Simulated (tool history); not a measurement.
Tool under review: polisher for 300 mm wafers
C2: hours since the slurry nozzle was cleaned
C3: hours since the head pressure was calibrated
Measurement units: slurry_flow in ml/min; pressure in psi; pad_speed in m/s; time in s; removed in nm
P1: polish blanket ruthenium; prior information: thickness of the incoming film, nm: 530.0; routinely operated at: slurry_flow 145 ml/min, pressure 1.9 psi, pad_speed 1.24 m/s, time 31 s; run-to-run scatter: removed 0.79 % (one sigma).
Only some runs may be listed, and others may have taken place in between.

Run 1, day 0.633: slurry_flow 145 ml/min, pressure 1.9 psi, pad_speed 1.24 m/s, time 31 s; wafers polished on this pad 505; C2 200.1; C3 310.2. Result: removed 33.6140 nm.
Run 2, day 1.258: slurry_flow 145 ml/min, pressure 1.9 psi, pad_speed 1.24 m/s, time 31 s; wafers polished on this pad 629; C2 215.1; C3 325.2. Result: removed 33.3260 nm.
Run 3, day 1.779: slurry_flow 85 ml/min, pressure 1.9 psi, pad_speed 1.24 m/s, time 31 s; wafers polished on this pad 732; C2 227.6; C3 337.7. Result: removed 29.3590 nm.
Run 4, day 2.325: slurry_flow 145 ml/min, pressure 0.9 psi, pad_speed 0.70 m/s, time 31 s; wafers polished on this pad 840; C2 240.7; C3 350.8. Result: removed 9.0051 nm.
Run 5, day 3.083: slurry_flow 145 ml/min, pressure 2.7 psi, pad_speed 1.24 m/s, time 31 s; wafers polished on this pad 991; C2 258.9; C3 369.0. Result: removed 47.2560 nm.
Run 6, day 3.858: slurry_flow 145 ml/min, pressure 1.9 psi, pad_speed 1.24 m/s, time 31 s; wafers polished on this pad 1144; C2 277.5; C3 387.6. Result: removed 33.2650 nm.
Run 7, day 4.375: slurry_flow 145 ml/min, pressure 1.9 psi, pad_speed 1.24 m/s, time 31 s; wafers polished on this pad 1247; C2 289.9; C3 400.0. Result: removed 33.5560 nm.
Run 8, day 4.775: slurry_flow 145 ml/min, pressure 1.9 psi, pad_speed 1.24 m/s, time 31 s; wafers polished on this pad 1326; C2 299.5; C3 409.6. Result: removed 33.5420 nm.
Run 9, day 5.538: slurry_flow 145 ml/min, pressure 1.9 psi, pad_speed 0.66 m/s, time 31 s; wafers polished on this pad 1477; C2 317.8; C3 427.9. Result: removed 17.9460 nm.
Run 10, day 6.250: slurry_flow 145 ml/min, pressure 1.9 psi, pad_speed 1.24 m/s, time 49 s; wafers polished on this pad 1618; C2 334.9; C3 445.0. Result: removed 52.1800 nm.
Run 11, day 6.754: slurry_flow 145 ml/min, pressure 1.9 psi, pad_speed 1.58 m/s, time 31 s; wafers polished on this pad 1718; C2 347.0; C3 457.1. Result: removed 42.4980 nm.
Run 12, day 7.462: slurry_flow 145 ml/min, pressure 1.4 psi, pad_speed 1.24 m/s, time 16 s; wafers polished on this pad 1859; C2 364.0; C3 474.1. Result: removed 12.7730 nm.
Run 13, day 7.821: slurry_flow 205 ml/min, pressure 1.9 psi, pad_speed 1.24 m/s, time 31 s; wafers polished on this pad 1930; C2 372.6; C3 482.7. Result: removed 35.2150 nm.
Run 14, day 8.329: slurry_flow 185 ml/min, pressure 0.9 psi, pad_speed 1.24 m/s, time 31 s; wafers polished on this pad 2031; C2 384.8; C3 494.9. Result: removed 16.4510 nm.
Run 15, day 8.746: slurry_flow 145 ml/min, pressure 1.9 psi, pad_speed 1.24 m/s, time 16 s; wafers polished on this pad 2113; C2 394.8; C3 504.9. Result: removed 17.1680 nm.
Run 16, day 9.183: slurry_flow 145 ml/min, pressure 1.0 psi, pad_speed 1.24 m/s, time 31 s; wafers polished on this pad 2200; C2 405.3; C3 515.4. Result: removed 17.3870 nm.
Run 17, day 9.771: slurry_flow 145 ml/min, pressure 1.9 psi, pad_speed 1.24 m/s, time 31 s; wafers polished on this pad 2317; C2 419.4; C3 529.5. Result: removed 33.2250 nm.
Run 18, day 10.346: slurry_flow 145 ml/min, pressure 1.9 psi, pad_speed 1.24 m/s, time 31 s; wafers polished on this pad 2431; C2 433.2; C3 543.3. Result: removed 32.7510 nm.
Run 19, day 10.983: slurry_flow 145 ml/min, pressure 1.9 psi, pad_speed 1.24 m/s, time 31 s; wafers polished on this pad 2557; C2 448.5; C3 558.6. Result: removed 32.0940 nm.
Run 20, day 11.500: slurry_flow 145 ml/min, pressure 1.9 psi, pad_speed 1.24 m/s, time 31 s; wafers polished on this pad 2659; C2 460.9; C3 571.0. Result: removed 31.2010 nm.
Run 21, day 12.283: slurry_flow 145 ml/min, pressure 1.9 psi, pad_speed 1.24 m/s, time 31 s; wafers polished on this pad 2815; C2 479.7; C3 589.8. Result: removed 31.7880 nm.
At day 12.321: head pressure recalibrated.
Run 22, day 12.812: slurry_flow 145 ml/min, pressure 1.9 psi, pad_speed 1.24 m/s, time 31 s; wafers polished on this pad 2920; C2 492.4; C3 11.8. Result: removed 31.0590 nm.

Forecast run 23:
Run 23, day 13.554: slurry_flow 145 ml/min, pressure 1.9 psi, pad_speed 1.24 m/s, time 31 s; wafers polished on this pad 3067; C2 510.2; C3 29.6. Result: removed ?.

{"run 23": {"removed": 30.847}}

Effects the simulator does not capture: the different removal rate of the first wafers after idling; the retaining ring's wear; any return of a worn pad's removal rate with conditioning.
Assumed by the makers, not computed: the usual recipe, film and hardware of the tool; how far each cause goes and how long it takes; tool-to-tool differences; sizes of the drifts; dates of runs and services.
